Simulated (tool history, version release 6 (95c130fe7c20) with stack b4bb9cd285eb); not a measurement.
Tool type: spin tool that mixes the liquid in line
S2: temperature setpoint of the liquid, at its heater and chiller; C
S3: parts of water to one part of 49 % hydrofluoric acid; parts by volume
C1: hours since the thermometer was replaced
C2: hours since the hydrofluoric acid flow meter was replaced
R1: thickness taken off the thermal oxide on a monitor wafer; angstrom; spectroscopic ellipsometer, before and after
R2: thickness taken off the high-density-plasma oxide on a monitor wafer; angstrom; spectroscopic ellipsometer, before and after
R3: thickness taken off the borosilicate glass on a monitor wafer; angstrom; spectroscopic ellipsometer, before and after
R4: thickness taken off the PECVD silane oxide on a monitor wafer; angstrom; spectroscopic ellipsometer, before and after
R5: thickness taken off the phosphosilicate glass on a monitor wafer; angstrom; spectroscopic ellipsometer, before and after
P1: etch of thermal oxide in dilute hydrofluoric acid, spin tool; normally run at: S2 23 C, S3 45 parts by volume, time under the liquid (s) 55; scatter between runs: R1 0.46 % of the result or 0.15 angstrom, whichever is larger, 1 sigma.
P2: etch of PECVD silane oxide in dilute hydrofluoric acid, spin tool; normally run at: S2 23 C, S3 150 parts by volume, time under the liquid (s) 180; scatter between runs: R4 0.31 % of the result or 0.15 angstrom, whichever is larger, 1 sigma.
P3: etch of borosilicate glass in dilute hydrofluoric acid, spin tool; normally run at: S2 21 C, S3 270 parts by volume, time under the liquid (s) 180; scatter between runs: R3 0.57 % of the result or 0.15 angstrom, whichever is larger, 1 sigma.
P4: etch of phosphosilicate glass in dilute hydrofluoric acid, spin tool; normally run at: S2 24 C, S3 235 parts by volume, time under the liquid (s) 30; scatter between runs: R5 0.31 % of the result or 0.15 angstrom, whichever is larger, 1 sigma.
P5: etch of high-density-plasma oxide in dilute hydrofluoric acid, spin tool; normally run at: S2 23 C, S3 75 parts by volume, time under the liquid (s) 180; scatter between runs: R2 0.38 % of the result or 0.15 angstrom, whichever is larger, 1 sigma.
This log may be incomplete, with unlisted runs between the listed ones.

{"run": 1, "hour": 2.6, "process that ran": "P1", "S2": 23, "S3": 45, "time under the liquid (s)": 55, "C1": 217.3, "C2": 532.9, "R1": 60.391}
{"run": 2, "hour": 5.8, "process that ran": "P1", "S2": 23, "S3": 45, "time under the liquid (s)": 15, "C1": 220.5, "C2": 536.1, "R1": 16.563}
{"run": 3, "hour": 9.6, "process that ran": "P1", "S2": 23, "S3": 60, "time under the liquid (s)": 80, "C1": 224.3, "C2": 539.9, "R1": 64.578}
{"run": 4, "hour": 12.8, "process that ran": "P5", "S2": 30.5, "S3": 75, "time under the liquid (s)": 180, "C1": 227.5, "C2": 543.1, "R2": 166.64}
{"run": 5, "hour": 16.6, "process that ran": "P1", "S2": 23, "S3": 45, "time under the liquid (s)": 55, "C1": 231.3, "C2": 546.9, "R1": 60.396}
{"run": 6, "hour": 19.2, "process that ran": "P3", "S2": 25, "S3": 270, "time under the liquid (s)": 180, "C1": 233.9, "C2": 549.5, "R3": 156.89}
{"run": 7, "hour": 22.5, "process that ran": "P2", "S2": 23, "S3": 25, "time under the liquid (s)": 180, "C1": 237.2, "C2": 552.8, "R4": 2148.1}
{"run": 8, "hour": 25.5, "process that ran": "P3", "S2": 21, "S3": 75, "time under the liquid (s)": 180, "C1": 240.2, "C2": 555.8, "R3": 595.99}
{"run": 9, "hour": 29.8, "process that ran": "P5", "S2": 23, "S3": 35, "time under the liquid (s)": 180, "C1": 244.5, "C2": 560.1, "R2": 279.08}
{"run": 10, "hour": 33.5, "process that ran": "P4", "S2": 24, "S3": 235, "time under the liquid (s)": 30, "C1": 248.2, "C2": 563.8, "R5": 170.18}
{"run": 11, "hour": 37.6, "process that ran": "P2", "S2": 17, "S3": 150, "time under the liquid (s)": 180, "C1": 252.3, "C2": 567.9, "R4": 242.39}
{"run": 12, "hour": 42.1, "process that ran": "P1", "S2": 23, "S3": 45, "time under the liquid (s)": 55, "C1": 256.8, "C2": 572.4, "R1": 60.775}
{"run": 13, "hour": 46.4, "process that ran": "P1", "S2": 23, "S3": 45, "time under the liquid (s)": 55, "C1": 261.1, "C2": 576.7, "R1": 61.071}
{"run": 14, "hour": 50.2, "process that ran": "P5", "S2": 23, "S3": 75, "time under the liquid (s)": 100, "C1": 264.9, "C2": 580.5, "R2": 69.256}
{"run": 15, "hour": 54.9, "process that ran": "P3", "S2": 21, "S3": 270, "time under the liquid (s)": 180, "C1": 269.6, "C2": 585.2, "R3": 134.32}
{"run": 16, "hour": 57.3, "process that ran": "P5", "S2": 23, "S3": 75, "time under the liquid (s)": 180, "C1": 272, "C2": 587.6, "R2": 124.94}
{"run": 17, "hour": 60.6, "process that ran": "P3", "S2": 21, "S3": 270, "time under the liquid (s)": 180, "C1": 275.3, "C2": 590.9, "R3": 135.48}
{"run": 18, "hour": 64.6, "process that ran": "P1", "S2": 23, "S3": 45, "time under the liquid (s)": 95, "C1": 279.3, "C2": 594.9, "R1": 103.96}
{"run": 19, "hour": 67.3, "process that ran": "P2", "S2": 23, "S3": 150, "time under the liquid (s)": 180, "C1": 282, "C2": 597.6, "R4": 306.67}
{"run": 20, "hour": 69.7, "process that ran": "P2", "S2": 23, "S3": 150, "time under the liquid (s)": 290, "C1": 284.4, "C2": 600, "R4": 492.63}
{"run": 21, "hour": 72.7, "process that ran": "P1", "S2": 23, "S3": 65, "time under the liquid (s)": 85, "C1": 287.4, "C2": 603, "R1": 63.01}
{"run": 22, "hour": 74.9, "process that ran": "P1", "S2": 17, "S3": 45, "time under the liquid (s)": 55, "C1": 289.6, "C2": 605.2, "R1": 46.75}
{"run": 23, "hour": 77.0, "process that ran": "P4", "S2": 28, "S3": 235, "time under the liquid (s)": 30, "C1": 291.7, "C2": 607.3, "R5": 196.4}
{"run": 24, "hour": 80.7, "process that ran": "P4", "S2": 24, "S3": 430, "time under the liquid (s)": 30, "C1": 295.4, "C2": 611, "R5": 77.478}
{"run": 25, "hour": 85.0, "process that ran": "P1", "S2": 23, "S3": 45, "time under the liquid (s)": 55, "C1": 299.7, "C2": 615.3, "R1": 61.343}
{"hour": 87.4, "done": "thermometer replaced"}
{"run": 26, "hour": 89.6, "process that ran": "P4", "S2": 24, "S3": 235, "time under the liquid (s)": 60, "C1": 2.3, "C2": 619.9, "R5": 340.78}
{"run": 27, "hour": 93.6, "process that ran": "P1", "S2": 23, "S3": 25, "time under the liquid (s)": 55, "C1": 6.3, "C2": 623.9, "R1": 110.84}
{"run": 28, "hour": 98.2, "process that ran": "P1", "S2": 27, "S3": 45, "time under the liquid (s)": 55, "C1": 10.9, "C2": 628.5, "R1": 71.916}
{"run": 29, "hour": 102.1, "process that ran": "P3", "S2": 21, "S3": 270, "time under the liquid (s)": 265, "C1": 14.8, "C2": 632.4, "R3": 197.85}
{"run": 30, "hour": 104.7, "process that ran": "P1", "S2": 23, "S3": 75, "time under the liquid (s)": 55, "C1": 17.4, "C2": 635, "R1": 35.012}
{"run": 31, "hour": 109.4, "process that ran": "P1", "S2": 23, "S3": 45, "time under the liquid (s)": 55, "C1": 22.1, "C2": 639.7, "R1": 61.281}
{"run": 32, "hour": 113.9, "process that ran": "P1", "S2": 23, "S3": 45, "time under the liquid (s)": 55, "C1": 26.6, "C2": 644.2, "R1": 58.373}
{"run": 33, "hour": 116.6, "process that ran": "P1", "S2": 23, "S3": 45, "time under the liquid (s)": 55, "C1": 29.3, "C2": 646.9, "R1": 57.598}
{"run": 34, "hour": 119.1, "process that ran": "P1", "S2": 23, "S3": 45, "time under the liquid (s)": 55, "C1": 31.8, "C2": 649.4, "R1": 56.938}
{"run": 35, "hour": 123.6, "process that ran": "P1", "S2": 23, "S3": 45, "time under the liquid (s)": 55, "C1": 36.3, "C2": 653.9, "R1": 56.968}
{"run": 36, "hour": 127.1, "process that ran": "P1", "S2": 23, "S3": 45, "time under the liquid (s)": 55, "C1": 39.8, "C2": 657.4, "R1": 56.957}
{"run": 37, "hour": 131.2, "process that ran": "P1", "S2": 23, "S3": 45, "time under the liquid (s)": 55, "C1": 43.9, "C2": 661.5, "R1": 56.46}
{"run": 38, "hour": 134.2, "process that ran": "P1", "S2": 23, "S3": 45, "time under the liquid (s)": 55, "C1": 46.9, "C2": 664.5, "R1": 56.723}

What P1 gives has crept away from where it was. These 2 causes fit the log equally well, each at the size given:
A: hydrofluoric acid flow below the setpoint (%) = 6.59
B: liquid colder than its thermometer reads (K) = 1.73
The drift started at roughly hour 109.4.

4 check runs are offered, one wafer each, their results left as question marks. Which one tells the causes apart?
{"run": "check 1", "hour": 137.2, "process that ran": "P4", "S2": 24, "S3": 425, "time under the liquid (s)": 30, "R5": "?"}
{"run": "check 2", "hour": 137.2, "process that ran": "P5", "S2": 23, "S3": 45, "time under the liquid (s)": 180, "R2": "?"}
{"run": "check 3", "hour": 137.2, "process that ran": "P2", "S2": 18, "S3": 150, "time under the liquid (s)": 285, "R4": "?"}
{"run": "check 4", "hour": 137.2, "process that ran": "P3", "S2": 21, "S3": 125, "time under the liquid (s)": 180, "R3": "?"}

Outcome of each check run for each possible cause:
check=check_1 result=R5 if_A=71.512 if_B=74.239
check=check_2 result=R2 if_A=200.29 if_B=200.22
check=check_3 result=R4 if_A=369.31 if_B=372.19
check=check_4 result=R3 if_A=313.13 if_B=315.64
Minimum pairwise separation of causes per check, each pair taken at its best-separating result: check 1 3.74 %; check 2 0.03 %; check 3 0.78 %; check 4 0.8 %
The other checks would show nearly matching results whichever cause is true, so check 1 is the only one that separates the causes.

Then check 1 was run and gave: R5 74.275 angstrom. Which cause is it?

Of the candidate causes, it is B: liquid colder than its thermometer reads (K).
